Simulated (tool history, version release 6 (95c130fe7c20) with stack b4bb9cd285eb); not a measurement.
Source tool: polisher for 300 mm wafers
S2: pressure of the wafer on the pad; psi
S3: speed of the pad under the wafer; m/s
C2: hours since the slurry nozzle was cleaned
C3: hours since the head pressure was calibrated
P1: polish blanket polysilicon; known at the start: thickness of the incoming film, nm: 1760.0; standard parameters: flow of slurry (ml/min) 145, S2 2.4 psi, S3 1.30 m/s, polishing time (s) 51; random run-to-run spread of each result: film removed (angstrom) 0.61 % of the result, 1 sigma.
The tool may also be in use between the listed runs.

run 1 day=0.221 | flow_of_slurry_(ml/min)=145 S2=2.4 S3=1.30 polishing_time_(s)=51 | wafers_polished_on_this_pad=400 C2=220.0 C3=562.6 | film_removed_(angstrom)=5192.6
run 2 day=0.429 | flow_of_slurry_(ml/min)=145 S2=2.4 S3=1.30 polishing_time_(s)=76 | wafers_polished_on_this_pad=436 C2=225.0 C3=567.6 | film_removed_(angstrom)=7809.0
run 3 day=0.671 | flow_of_slurry_(ml/min)=110 S2=2.4 S3=1.72 polishing_time_(s)=51 | wafers_polished_on_this_pad=478 C2=230.8 C3=573.4 | film_removed_(angstrom)=6551.1
run 4 day=0.925 | flow_of_slurry_(ml/min)=145 S2=2.4 S3=0.88 polishing_time_(s)=51 | wafers_polished_on_this_pad=521 C2=236.9 C3=579.5 | film_removed_(angstrom)=3570.6
run 5 day=1.133 | flow_of_slurry_(ml/min)=145 S2=1.2 S3=1.30 polishing_time_(s)=51 | wafers_polished_on_this_pad=557 C2=241.9 C3=584.5 | film_removed_(angstrom)=2637.9
run 6 day=1.325 | flow_of_slurry_(ml/min)=145 S2=2.4 S3=1.30 polishing_time_(s)=51 | wafers_polished_on_this_pad=590 C2=246.5 C3=589.1 | film_removed_(angstrom)=5270.0
run 7 day=1.458 | flow_of_slurry_(ml/min)=220 S2=2.4 S3=1.30 polishing_time_(s)=51 | wafers_polished_on_this_pad=613 C2=249.7 C3=592.3 | film_removed_(angstrom)=5554.1
run 8 day=1.625 | flow_of_slurry_(ml/min)=145 S2=3.7 S3=1.30 polishing_time_(s)=51 | wafers_polished_on_this_pad=642 C2=253.7 C3=596.3 | film_removed_(angstrom)=8110.4
run 9 day=1.812 | flow_of_slurry_(ml/min)=145 S2=2.4 S3=1.30 polishing_time_(s)=24 | wafers_polished_on_this_pad=675 C2=258.2 C3=600.8 | film_removed_(angstrom)=2445.0
run 10 day=2.062 | flow_of_slurry_(ml/min)=145 S2=2.4 S3=1.30 polishing_time_(s)=51 | wafers_polished_on_this_pad=718 C2=264.2 C3=606.8 | film_removed_(angstrom)=5185.2
run 11 day=2.312 | flow_of_slurry_(ml/min)=145 S2=2.4 S3=1.30 polishing_time_(s)=51 | wafers_polished_on_this_pad=761 C2=270.2 C3=612.8 | film_removed_(angstrom)=5260.5
run 12 day=2.462 | flow_of_slurry_(ml/min)=145 S2=2.4 S3=1.88 polishing_time_(s)=51 | wafers_polished_on_this_pad=787 C2=273.8 C3=616.4 | film_removed_(angstrom)=7495.6
run 13 day=2.633 | flow_of_slurry_(ml/min)=100 S2=2.4 S3=1.30 polishing_time_(s)=51 | wafers_polished_on_this_pad=816 C2=277.9 C3=620.5 | film_removed_(angstrom)=4869.1
run 14 day=2.775 | flow_of_slurry_(ml/min)=145 S2=2.4 S3=1.30 polishing_time_(s)=51 | wafers_polished_on_this_pad=841 C2=281.3 C3=623.9 | film_removed_(angstrom)=5227.6
run 15 day=2.917 | flow_of_slurry_(ml/min)=145 S2=2.4 S3=1.30 polishing_time_(s)=51 | wafers_polished_on_this_pad=865 C2=284.7 C3=627.3 | film_removed_(angstrom)=5219.6
run 16 day=3.158 | flow_of_slurry_(ml/min)=85 S2=1.8 S3=1.30 polishing_time_(s)=51 | wafers_polished_on_this_pad=907 C2=290.5 C3=633.1 | film_removed_(angstrom)=3463.7
run 17 day=3.412 | flow_of_slurry_(ml/min)=145 S2=2.4 S3=1.30 polishing_time_(s)=51 | wafers_polished_on_this_pad=951 C2=296.6 C3=639.2 | film_removed_(angstrom)=5206.7
run 18 day=3.679 | flow_of_slurry_(ml/min)=145 S2=2.4 S3=1.30 polishing_time_(s)=51 | wafers_polished_on_this_pad=997 C2=303.0 C3=645.6 | film_removed_(angstrom)=5230.6
run 19 day=3.921 | flow_of_slurry_(ml/min)=145 S2=2.4 S3=1.30 polishing_time_(s)=51 | wafers_polished_on_this_pad=1038 C2=308.8 C3=651.4 | film_removed_(angstrom)=5032.2
run 20 day=4.121 | flow_of_slurry_(ml/min)=145 S2=2.4 S3=1.30 polishing_time_(s)=51 | wafers_polished_on_this_pad=1073 C2=313.6 C3=656.2 | film_removed_(angstrom)=5008.7

Run 21 is up next; what results do you expect?
run 21 day=4.250 | flow_of_slurry_(ml/min)=145 S2=2.4 S3=1.30 polishing_time_(s)=51 | wafers_polished_on_this_pad=1095 C2=316.7 C3=659.3 | film_removed_(angstrom)=?

film removed (angstrom): 4928.8
